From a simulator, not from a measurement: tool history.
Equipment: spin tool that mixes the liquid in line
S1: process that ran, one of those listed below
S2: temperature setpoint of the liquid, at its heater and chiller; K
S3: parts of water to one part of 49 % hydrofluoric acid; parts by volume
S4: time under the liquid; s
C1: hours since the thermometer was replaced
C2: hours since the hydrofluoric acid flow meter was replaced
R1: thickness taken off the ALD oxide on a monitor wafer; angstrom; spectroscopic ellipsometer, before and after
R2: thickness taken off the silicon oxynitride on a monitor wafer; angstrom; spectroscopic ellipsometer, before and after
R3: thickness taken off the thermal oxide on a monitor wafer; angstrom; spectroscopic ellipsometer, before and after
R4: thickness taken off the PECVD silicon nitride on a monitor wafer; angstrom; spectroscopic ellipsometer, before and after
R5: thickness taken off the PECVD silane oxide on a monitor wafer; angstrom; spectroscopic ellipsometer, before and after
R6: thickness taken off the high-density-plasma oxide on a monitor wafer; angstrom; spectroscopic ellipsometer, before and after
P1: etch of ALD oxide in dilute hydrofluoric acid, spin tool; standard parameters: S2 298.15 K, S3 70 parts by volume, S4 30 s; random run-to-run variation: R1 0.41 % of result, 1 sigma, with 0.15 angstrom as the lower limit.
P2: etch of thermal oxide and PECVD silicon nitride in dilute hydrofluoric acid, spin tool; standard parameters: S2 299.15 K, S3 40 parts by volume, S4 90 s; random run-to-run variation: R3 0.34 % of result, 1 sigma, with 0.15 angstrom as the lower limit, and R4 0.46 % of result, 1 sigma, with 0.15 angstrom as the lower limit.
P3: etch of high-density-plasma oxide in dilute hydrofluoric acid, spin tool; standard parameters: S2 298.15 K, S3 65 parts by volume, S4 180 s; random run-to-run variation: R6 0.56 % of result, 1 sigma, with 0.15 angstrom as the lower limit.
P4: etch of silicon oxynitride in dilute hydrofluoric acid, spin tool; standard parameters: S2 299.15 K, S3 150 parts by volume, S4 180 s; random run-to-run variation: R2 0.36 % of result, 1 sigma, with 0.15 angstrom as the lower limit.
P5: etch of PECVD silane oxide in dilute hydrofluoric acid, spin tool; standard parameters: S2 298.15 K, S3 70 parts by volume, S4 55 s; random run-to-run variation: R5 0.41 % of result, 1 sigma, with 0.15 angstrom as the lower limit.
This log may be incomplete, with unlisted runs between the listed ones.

| run | hour | S1 | S2 | S3 | S4 | C1 | C2 | R1 | R2 | R3 | R4 | R5 | R6 |
|---|---|---|---|---|---|---|---|---|---|---|---|---|---|
| 1 | 11.6 | P1 | 298.15 | 70 | 30 | 1012.0 | 1163.9 | 152.580 |  |  |  |  |  |
| 2 | 22.1 | P4 | 299.15 | 275 | 180 | 1022.5 | 1174.4 |  | 29.046 |  |  |  |  |
| 3 | 31.1 | P2 | 299.15 | 40 | 90 | 1031.5 | 1183.4 |  |  | 121.140 | 67.468 |  |  |
| 4 | 48.6 | P2 | 299.15 | 40 | 30 | 1049.0 | 1200.9 |  |  | 40.770 | 22.695 |  |  |
| 5 | 65.3 | P2 | 305.15 | 40 | 90 | 1065.7 | 1217.6 |  |  | 154.740 | 99.994 |  |  |
| 6 | 76.1 | P1 | 303.15 | 70 | 30 | 1076.5 | 1228.4 | 184.940 |  |  |  |  |  |
| 7 | 85.0 | P5 | 298.15 | 70 | 110 | 1085.4 | 1237.3 |  |  |  |  | 253.08 |  |
| 8 | 96.9 | P1 | 294.15 | 70 | 30 | 1097.3 | 1249.2 | 128.780 |  |  |  |  |  |
| 9 | 105.6 | P1 | 298.15 | 70 | 60 | 1106.0 | 1257.9 | 303.960 |  |  |  |  |  |
| 10 | 117.9 | P3 | 298.15 | 65 | 345 | 1118.3 | 1270.2 |  |  |  |  |  | 372.11 |
| 11 | 133.9 | P1 | 303.65 | 70 | 45 | 1134.3 | 1286.2 | 284.000 |  |  |  |  |  |
| 12 | 143.2 | P5 | 305.65 | 70 | 55 | 1143.6 | 1295.5 |  |  |  |  | 168.69 |  |
| 13 | 153.3 | P1 | 298.15 | 70 | 30 | 1153.7 | 1305.6 | 152.500 |  |  |  |  |  |
| 14 | 168.0 | P3 | 298.15 | 110 | 180 | 1168.4 | 1320.3 |  |  |  |  |  | 107.78 |
| 15 | 182.5 | P1 | 298.15 | 70 | 30 | 1182.9 | 1334.8 | 154.070 |  |  |  |  |  |
| 16 | 198.3 | P3 | 298.15 | 65 | 180 | 1198.7 | 1350.6 |  |  |  |  |  | 193.83 |
| 17 | 210.8 | P2 | 299.15 | 70 | 90 | 1211.2 | 1363.1 |  |  | 67.016 | 38.920 |  |  |
| 18 | 224.2 | P1 | 298.15 | 30 | 30 | 1224.6 | 1376.5 | 376.440 |  |  |  |  |  |
| 19 | 235.9 | P4 | 299.15 | 150 | 180 | 1236.3 | 1388.2 |  | 59.794 |  |  |  |  |
| 20 | 251.3 | P1 | 298.15 | 70 | 30 | 1251.7 | 1403.6 | 152.320 |  |  |  |  |  |
| 21 | 262.0 | P4 | 294.65 | 150 | 180 | 1262.4 | 1414.3 |  | 47.993 |  |  |  |  |
| 22 | 277.0 | P1 | 298.15 | 115 | 30 | 1277.4 | 1429.3 | 87.238 |  |  |  |  |  |
| 23 | 285.0 | P3 | 303.15 | 65 | 180 | 1285.4 | 1437.3 |  |  |  |  |  | 235.63 |
| 24 | 295.1 | P1 | 298.15 | 70 | 30 | 1295.5 | 1447.4 | 152.810 |  |  |  |  |  |
| 25 | 304.6 | P1 | 298.15 | 70 | 15 | 1305.0 | 1456.9 | 76.040 |  |  |  |  |  |
| 26 | 314.8 | P4 | 299.15 | 150 | 340 | 1315.2 | 1467.1 |  | 112.030 |  |  |  |  |
| 27 | 324.3 | P5 | 298.15 | 20 | 55 | 1324.7 | 1476.6 |  |  |  |  | 471.96 |  |
| 28 | 340.1 | P2 | 299.15 | 40 | 90 | 1340.5 | 1492.4 |  |  | 121.640 | 67.411 |  |  |
| 29 | 348.7 | P3 | 298.15 | 65 | 180 | 1349.1 | 1501.0 |  |  |  |  |  | 191.65 |
| 30 | 361.4 | P1 | 298.15 | 70 | 30 | 1361.8 | 1513.7 | 152.690 |  |  |  |  |  |
| 31 | 373.9 | P5 | 298.15 | 70 | 55 | 1374.3 | 1526.2 |  |  |  |  | 126.37 |  |
| 32 | 384.7 | P1 | 298.15 | 70 | 30 | 1385.1 | 1537.0 | 153.220 |  |  |  |  |  |
| 33 | 397.8 | P1 | 298.15 | 70 | 30 | 1398.2 | 1550.1 | 150.760 |  |  |  |  |  |
| 34 | 409.5 | P1 | 298.15 | 70 | 30 | 1409.9 | 1561.8 | 149.430 |  |  |  |  |  |
| 35 | 427.8 | P1 | 298.15 | 70 | 30 | 1428.2 | 1580.1 | 146.420 |  |  |  |  |  |
| 36 | 440.9 | P1 | 298.15 | 70 | 30 | 1441.3 | 1593.2 | 145.450 |  |  |  |  |  |
| 37 | 453.9 | P1 | 298.15 | 70 | 30 | 1454.3 | 1606.2 | 146.490 |  |  |  |  |  |
| 38 | 471.0 | P1 | 298.15 | 70 | 30 | 1471.4 | 1623.3 | 144.300 |  |  |  |  |  |
| 39 | 482.0 | P1 | 298.15 | 70 | 30 | 1482.4 | 1634.3 | 144.000 |  |  |  |  |  |
| 40 | 499.8 | P1 | 298.15 | 70 | 30 | 1500.2 | 1652.1 | 143.560 |  |  |  |  |  |
| 41 | 510.3 | P1 | 298.15 | 70 | 30 | 1510.7 | 1662.6 | 143.620 |  |  |  |  |  |
| 42 | 528.1 | P1 | 298.15 | 70 | 30 | 1528.5 | 1680.4 | 143.700 |  |  |  |  |  |
| 43 | 541.9 | P1 | 298.15 | 70 | 30 | 1542.3 | 1694.2 | 143.580 |  |  |  |  |  |

What P1 gives has crept off from where it sat before. The 2 causes that follow fit the log equally well, each at the size noted:
A: hydrofluoric acid flow below the setpoint (%) = 5.44
B: liquid colder than its thermometer reads (K) = 1.52
Creep in the process output first set in at about hour 384.7.

The check runs listed below each take one wafer, and their results are still question marks. Under which run would the listed causes lead to clearly different results?
| check 1 | 555.7 | P3 | 298.15 | 65 | 180 |  |  |  |  |  |  |  | ? |
| check 2 | 555.7 | P4 | 299.15 | 150 | 180 |  |  |  | ? |  |  |  |  |
| check 3 | 555.7 | P2 | 299.15 | 40 | 90 |  |  |  |  | ? | ? |  |  |
| check 4 | 555.7 | P5 | 298.15 | 70 | 55 |  |  |  |  |  |  | ? |  |

Outcome of each check run for each possible cause:
| check | result | if A | if B |
|---|---|---|---|
| check 1 | R6 | 181.22 | 181.07 |
| check 2 | R2 | 55.707 | 55.391 |
| check 3 | R3 | 114.830 | 114.450 |
| check 3 | R4 | 64.048 | 61.081 |
| check 4 | R5 | 119.10 | 119.08 |
Separation of the two closest causes in each check, using whichever result separates them best: check 1 0.08 %; check 2 0.57 %; check 3 4.74 %; check 4 0.02 %
Of the check runs offered, only check 3 discriminates between the causes; the rest would read about the same regardless of which cause applies.

The results of check 3 are: R3 114.920 angstrom; R4 64.844 angstrom. Based on these, which of the listed causes is it?

Of the candidate causes, it is A: hydrofluoric acid flow below the setpoint (%).
